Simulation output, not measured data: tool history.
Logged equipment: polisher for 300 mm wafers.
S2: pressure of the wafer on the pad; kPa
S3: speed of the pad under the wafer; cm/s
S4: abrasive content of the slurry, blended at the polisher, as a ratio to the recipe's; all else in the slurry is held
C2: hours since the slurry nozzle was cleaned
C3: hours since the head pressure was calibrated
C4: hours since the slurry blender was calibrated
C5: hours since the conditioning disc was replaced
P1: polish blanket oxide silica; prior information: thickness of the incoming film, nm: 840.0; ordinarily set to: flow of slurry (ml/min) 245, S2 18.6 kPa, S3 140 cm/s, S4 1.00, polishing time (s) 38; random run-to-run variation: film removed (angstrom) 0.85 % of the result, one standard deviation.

Run 1, hour 17.5: flow of slurry (ml/min) 245, S2 18.6 kPa, S3 140 cm/s, S4 1.00, polishing time (s) 38; wafers polished on this pad 683; C2 62.3; C3 968.5; C4 72.1; C5 278.8. Result: film removed (angstrom) 855.62.
Run 2, hour 30.7: flow of slurry (ml/min) 245, S2 18.6 kPa, S3 212 cm/s, S4 1.00, polishing time (s) 38; wafers polished on this pad 857; C2 75.5; C3 981.7; C4 85.3; C5 292.0. Result: film removed (angstrom) 1177.90.
Run 3, hour 40.7: flow of slurry (ml/min) 245, S2 18.6 kPa, S3 140 cm/s, S4 1.00, polishing time (s) 38; wafers polished on this pad 988; C2 85.5; C3 991.7; C4 95.3; C5 302.0. Result: film removed (angstrom) 864.63.
Run 4, hour 52.5: flow of slurry (ml/min) 345, S2 18.6 kPa, S3 140 cm/s, S4 1.00, polishing time (s) 38; wafers polished on this pad 1143; C2 97.3; C3 1003.5; C4 107.1; C5 313.8. Result: film removed (angstrom) 880.49.
Run 5, hour 64.6: flow of slurry (ml/min) 245, S2 18.6 kPa, S3 140 cm/s, S4 1.00, polishing time (s) 38; wafers polished on this pad 1302; C2 109.4; C3 1015.6; C4 119.2; C5 325.9. Result: film removed (angstrom) 863.50.
Run 6, hour 74.7: flow of slurry (ml/min) 245, S2 18.6 kPa, S3 140 cm/s, S4 0.55, polishing time (s) 38; wafers polished on this pad 1434; C2 119.5; C3 1025.7; C4 129.3; C5 336.0. Result: film removed (angstrom) 628.66.
Run 7, hour 87.2: flow of slurry (ml/min) 245, S2 18.6 kPa, S3 140 cm/s, S4 1.00, polishing time (s) 17; wafers polished on this pad 1598; C2 132.0; C3 1038.2; C4 141.8; C5 348.5. Result: film removed (angstrom) 383.83.
Run 8, hour 105.6: flow of slurry (ml/min) 245, S2 18.6 kPa, S3 140 cm/s, S4 1.00, polishing time (s) 38; wafers polished on this pad 1840; C2 150.4; C3 1056.6; C4 160.2; C5 366.9. Result: film removed (angstrom) 854.41.
Run 9, hour 114.6: flow of slurry (ml/min) 245, S2 18.6 kPa, S3 140 cm/s, S4 1.35, polishing time (s) 38; wafers polished on this pad 1958; C2 159.4; C3 1065.6; C4 169.2; C5 375.9. Result: film removed (angstrom) 972.03.
Run 10, hour 124.5: flow of slurry (ml/min) 245, S2 18.6 kPa, S3 140 cm/s, S4 0.75, polishing time (s) 48; wafers polished on this pad 2088; C2 169.3; C3 1075.5; C4 179.1; C5 385.8. Result: film removed (angstrom) 944.36.
Run 11, hour 135.6: flow of slurry (ml/min) 245, S2 18.6 kPa, S3 140 cm/s, S4 1.00, polishing time (s) 38; wafers polished on this pad 2234; C2 180.4; C3 1086.6; C4 190.2; C5 396.9. Result: film removed (angstrom) 857.14.
Run 12, hour 148.7: flow of slurry (ml/min) 145, S2 18.6 kPa, S3 140 cm/s, S4 1.00, polishing time (s) 38; wafers polished on this pad 2406; C2 193.5; C3 1099.7; C4 203.3; C5 410.0. Result: film removed (angstrom) 797.65.
Run 13, hour 163.3: flow of slurry (ml/min) 245, S2 25.5 kPa, S3 140 cm/s, S4 1.00, polishing time (s) 38; wafers polished on this pad 2597; C2 208.1; C3 1114.3; C4 217.9; C5 424.6. Result: film removed (angstrom) 1152.50.
Run 14, hour 177.9: flow of slurry (ml/min) 245, S2 18.6 kPa, S3 94 cm/s, S4 1.00, polishing time (s) 38; wafers polished on this pad 2789; C2 222.7; C3 1128.9; C4 232.5; C5 439.2. Result: film removed (angstrom) 619.04.
Run 15, hour 193.7: flow of slurry (ml/min) 245, S2 8.3 kPa, S3 140 cm/s, S4 1.00, polishing time (s) 38; wafers polished on this pad 2996; C2 238.5; C3 1144.7; C4 248.3; C5 455.0. Result: film removed (angstrom) 383.42.
Run 16, hour 202.2: flow of slurry (ml/min) 245, S2 18.6 kPa, S3 140 cm/s, S4 1.00, polishing time (s) 50; wafers polished on this pad 3108; C2 247.0; C3 1153.2; C4 256.8; C5 463.5. Result: film removed (angstrom) 1124.20.
Run 17, hour 216.8: flow of slurry (ml/min) 245, S2 18.6 kPa, S3 140 cm/s, S4 1.00, polishing time (s) 38; wafers polished on this pad 3300; C2 261.6; C3 1167.8; C4 271.4; C5 478.1. Result: film removed (angstrom) 863.26.
Run 18, hour 226.7: flow of slurry (ml/min) 245, S2 18.6 kPa, S3 140 cm/s, S4 1.00, polishing time (s) 38; wafers polished on this pad 3430; C2 271.5; C3 1177.7; C4 281.3; C5 488.0. Result: film removed (angstrom) 849.03.
Run 19, hour 243.8: flow of slurry (ml/min) 245, S2 18.6 kPa, S3 140 cm/s, S4 1.00, polishing time (s) 38; wafers polished on this pad 3654; C2 288.6; C3 1194.8; C4 298.4; C5 505.1. Result: film removed (angstrom) 793.80.
Run 20, hour 253.9: flow of slurry (ml/min) 245, S2 18.6 kPa, S3 140 cm/s, S4 1.00, polishing time (s) 38; wafers polished on this pad 3787; C2 298.7; C3 1204.9; C4 308.5; C5 515.2. Result: film removed (angstrom) 767.28.
At hour 257.8: head pressure recalibrated.
At hour 261.8: conditioning disc replaced and pad reconditioned.
At hour 271.0: slurry nozzle cleaned.
Run 21, hour 272.5: flow of slurry (ml/min) 245, S2 18.6 kPa, S3 140 cm/s, S4 1.00, polishing time (s) 38; wafers polished on this pad 4031; C2 1.6; C3 14.7; C4 327.1; C5 10.8. Result: film removed (angstrom) 755.35.
Run 22, hour 282.4: flow of slurry (ml/min) 245, S2 18.6 kPa, S3 140 cm/s, S4 1.00, polishing time (s) 38; wafers polished on this pad 4161; C2 11.5; C3 24.6; C4 337.0; C5 20.7. Result: film removed (angstrom) 770.75.

Predict the results of run 23:
Run 23, hour 291.7: flow of slurry (ml/min) 245, S2 18.6 kPa, S3 140 cm/s, S4 1.00, polishing time (s) 38; wafers polished on this pad 4283; C2 20.8; C3 33.9; C4 346.3; C5 30.0. Result: film removed (angstrom) ?.

{"run 23": {"film removed (angstrom)": 753.61}}
